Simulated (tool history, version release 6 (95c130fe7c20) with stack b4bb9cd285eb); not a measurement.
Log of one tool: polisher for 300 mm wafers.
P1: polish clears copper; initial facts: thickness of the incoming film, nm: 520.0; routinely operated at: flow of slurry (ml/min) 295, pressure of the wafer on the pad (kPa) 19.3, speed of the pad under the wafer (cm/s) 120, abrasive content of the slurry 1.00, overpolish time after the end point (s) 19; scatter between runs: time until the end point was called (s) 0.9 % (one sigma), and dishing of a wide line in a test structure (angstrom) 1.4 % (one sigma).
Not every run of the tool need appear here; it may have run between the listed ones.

| run | hour | flow of slurry (ml/min) | pressure of the wafer on the pad (kPa) | speed of the pad under the wafer (cm/s) | abrasive content of the slurry | overpolish time after the end point (s) | wafers polished on this pad | hours since the slurry nozzle was cleaned | hours since the head pressure was calibrated | hours since the slurry blender was calibrated | time until the end point was called (s) | dishing of a wide line in a test structure (angstrom) |
|---|---|---|---|---|---|---|---|---|---|---|---|---|
| 1 | 5.7 | 295 | 19.3 | 120 | 1.00 | 19 | 497 | 133.0 | 813.1 | 242.0 | 144.07 | 332.91 |
| 2 | 10.0 | 295 | 19.3 | 120 | 1.00 | 19 | 516 | 137.3 | 817.4 | 246.3 | 146.02 | 327.78 |
|  | 13.9 | slurry nozzle cleaned |
| 3 | 15.3 | 295 | 19.3 | 60 | 1.00 | 19 | 540 | 1.4 | 822.7 | 251.6 | 287.84 | 215.49 |
| 4 | 19.5 | 295 | 9.0 | 120 | 1.00 | 19 | 559 | 5.6 | 826.9 | 255.8 | 314.25 | 195.70 |
| 5 | 22.8 | 295 | 19.3 | 120 | 1.00 | 19 | 573 | 8.9 | 830.2 | 259.1 | 144.33 | 322.89 |
| 6 | 27.9 | 295 | 19.3 | 120 | 1.35 | 19 | 596 | 14.0 | 835.3 | 264.2 | 134.43 | 339.68 |
| 7 | 33.4 | 295 | 19.3 | 120 | 1.00 | 6 | 620 | 19.5 | 840.8 | 269.7 | 147.47 | 148.32 |
| 8 | 36.4 | 295 | 26.9 | 60 | 1.00 | 19 | 633 | 22.5 | 843.8 | 272.7 | 208.48 | 263.38 |
| 9 | 40.3 | 175 | 19.3 | 120 | 1.00 | 19 | 651 | 26.4 | 847.7 | 276.6 | 152.79 | 318.57 |
| 10 | 46.8 | 175 | 19.3 | 56 | 1.00 | 19 | 679 | 32.9 | 854.2 | 283.1 | 320.39 | 192.10 |
| 11 | 51.4 | 295 | 24.8 | 120 | 1.00 | 19 | 700 | 37.5 | 858.8 | 287.7 | 113.29 | 375.42 |
| 12 | 56.7 | 295 | 19.3 | 170 | 1.00 | 19 | 723 | 42.8 | 864.1 | 293.0 | 102.79 | 380.91 |
| 13 | 60.4 | 295 | 19.3 | 120 | 1.00 | 19 | 739 | 46.5 | 867.8 | 296.7 | 145.37 | 320.36 |
| 14 | 65.5 | 295 | 19.3 | 120 | 1.00 | 34 | 762 | 51.6 | 872.9 | 301.8 | 145.82 | 417.99 |
| 15 | 70.1 | 295 | 19.3 | 120 | 0.50 | 19 | 782 | 56.2 | 877.5 | 306.4 | 166.62 | 305.56 |
| 16 | 73.9 | 295 | 19.3 | 120 | 1.00 | 19 | 799 | 60.0 | 881.3 | 310.2 | 144.21 | 327.81 |
| 17 | 80.0 | 435 | 19.3 | 120 | 1.00 | 19 | 826 | 66.1 | 887.4 | 316.3 | 138.37 | 339.41 |
| 18 | 86.0 | 295 | 19.3 | 120 | 1.00 | 19 | 853 | 72.1 | 893.4 | 322.3 | 143.15 | 322.75 |
| 19 | 88.9 | 295 | 19.3 | 120 | 1.00 | 19 | 866 | 75.0 | 896.3 | 325.2 | 144.38 | 327.37 |
| 20 | 95.2 | 295 | 19.3 | 120 | 1.00 | 19 | 893 | 81.3 | 902.6 | 331.5 | 147.55 | 323.62 |
|  | 99.7 | head pressure recalibrated |
| 21 | 100.5 | 295 | 19.3 | 120 | 1.00 | 19 | 917 | 86.6 | 0.8 | 336.8 | 151.94 | 326.03 |

Predict the results of run 22:
|  | 103.4 | worn pad replaced by a new one |
| 22 | 103.8 | 295 | 19.3 | 120 | 1.00 | 19 | 1 | 89.9 | 4.1 | 340.1 | ? | ? |

{"run 22": {"time until the end point was called (s)": 148.93, "dishing of a wide line in a test structure (angstrom)": 318.91}}

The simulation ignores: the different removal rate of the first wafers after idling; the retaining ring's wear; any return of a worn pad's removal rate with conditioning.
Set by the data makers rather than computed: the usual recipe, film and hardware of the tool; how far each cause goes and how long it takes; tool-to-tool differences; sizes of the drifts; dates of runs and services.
